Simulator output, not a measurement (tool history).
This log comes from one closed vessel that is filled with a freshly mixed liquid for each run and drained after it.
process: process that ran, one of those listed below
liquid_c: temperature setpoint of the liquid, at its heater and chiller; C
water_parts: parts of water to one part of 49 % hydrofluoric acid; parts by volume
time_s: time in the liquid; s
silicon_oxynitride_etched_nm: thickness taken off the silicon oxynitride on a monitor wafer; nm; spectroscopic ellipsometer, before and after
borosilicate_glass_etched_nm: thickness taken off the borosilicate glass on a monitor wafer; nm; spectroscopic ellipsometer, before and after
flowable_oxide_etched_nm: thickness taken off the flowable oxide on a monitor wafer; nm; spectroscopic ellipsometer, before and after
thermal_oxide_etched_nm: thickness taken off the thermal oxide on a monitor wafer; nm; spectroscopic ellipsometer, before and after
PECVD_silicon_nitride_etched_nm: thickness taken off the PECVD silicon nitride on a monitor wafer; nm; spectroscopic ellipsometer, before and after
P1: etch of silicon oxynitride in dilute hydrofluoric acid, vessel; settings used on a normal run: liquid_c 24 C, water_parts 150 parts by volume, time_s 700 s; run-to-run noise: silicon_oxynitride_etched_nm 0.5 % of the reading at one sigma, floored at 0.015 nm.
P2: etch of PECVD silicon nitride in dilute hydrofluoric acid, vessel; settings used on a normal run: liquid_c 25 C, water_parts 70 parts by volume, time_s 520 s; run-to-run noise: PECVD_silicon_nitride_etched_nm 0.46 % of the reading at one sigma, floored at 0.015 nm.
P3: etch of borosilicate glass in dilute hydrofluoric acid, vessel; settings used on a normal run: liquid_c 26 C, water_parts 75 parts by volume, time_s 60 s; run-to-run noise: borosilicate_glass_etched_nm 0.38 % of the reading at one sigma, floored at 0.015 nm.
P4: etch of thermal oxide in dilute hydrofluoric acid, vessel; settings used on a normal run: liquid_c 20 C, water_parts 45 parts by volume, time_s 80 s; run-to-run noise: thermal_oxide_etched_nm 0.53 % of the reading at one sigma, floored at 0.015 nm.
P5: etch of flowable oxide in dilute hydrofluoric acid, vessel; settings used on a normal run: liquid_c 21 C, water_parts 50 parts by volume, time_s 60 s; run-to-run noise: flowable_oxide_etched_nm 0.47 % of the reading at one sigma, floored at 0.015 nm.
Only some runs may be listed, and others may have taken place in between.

run   hour  process  liquid_c  water_parts  time_s  hours since the thermometer was replaced  hours since the hydrofluoric acid flow meter was replaced  silicon_oxynitride_etched_nm  borosilicate_glass_etched_nm  flowable_oxide_etched_nm  thermal_oxide_etched_nm  PECVD_silicon_nitride_etched_nm
  1   11.7       P1        24          150     700                                    1439.6                                                      548.9                        6.5409
  2   24.7       P3        26           20      60                                    1452.6                                                      561.9                                                     169.140
  3   36.0       P5        21           50      85                                    1463.9                                                      573.2                                                                                75.202
  4   49.3       P1        17          150     310                                    1477.2                                                      586.5                        2.0480
  5   61.2       P1        24          150     700                                    1489.1                                                      598.4                        6.4931
  6   70.8       P1        24           40     700                                    1498.7                                                      608.0                       26.7010
  7   87.8       P4        20           45      80                                    1515.7                                                      625.0                                                                                                         7.7263
  8   96.1       P5        21           50      60                                    1524.0                                                      633.3                                                                                53.074
  9  106.9       P1        32          150     700                                    1534.8                                                      644.1                        9.2620
 10  117.2       P4        20           45     120                                    1545.1                                                      654.4                                                                                                        11.5010
 11  127.4       P4        20           20      80                                    1555.3                                                      664.6                                                                                                        17.9570
 12  137.5       P5        21           20      60                                    1565.4                                                      674.7                                                                               138.370
 13  154.3       P1        17          150     700                                    1582.2                                                      691.5                        4.5843
 14  161.8       P1        24          150     700                                    1589.7                                                      699.0                        6.4707
 15  178.5       P1        24          150     700                                    1606.4                                                      715.7                        6.4656
 16  191.3       P3        26           75      60                                    1619.2                                                      728.5                                                      41.640
 17  206.0       P1        24          225     185                                    1633.9                                                      743.2                        1.0844
 18  218.9       P1        24          150    1035                                    1646.8                                                      756.1                        9.6632
 19  227.2       P3        26           75     110                                    1655.1                                                      764.4                                                      76.139
 20  243.9       P5        17           50      60                                    1671.8                                                      781.1                                                                                44.620
 21  255.0       P2        19           70     520                                    1682.9                                                      792.2                                                                                                                                          11.091

Expected results for the next run?
 22  265.1       P1        24          150     700                                    1693.0                                                      802.3                             ?

silicon_oxynitride_etched_nm: 6.4742 nm
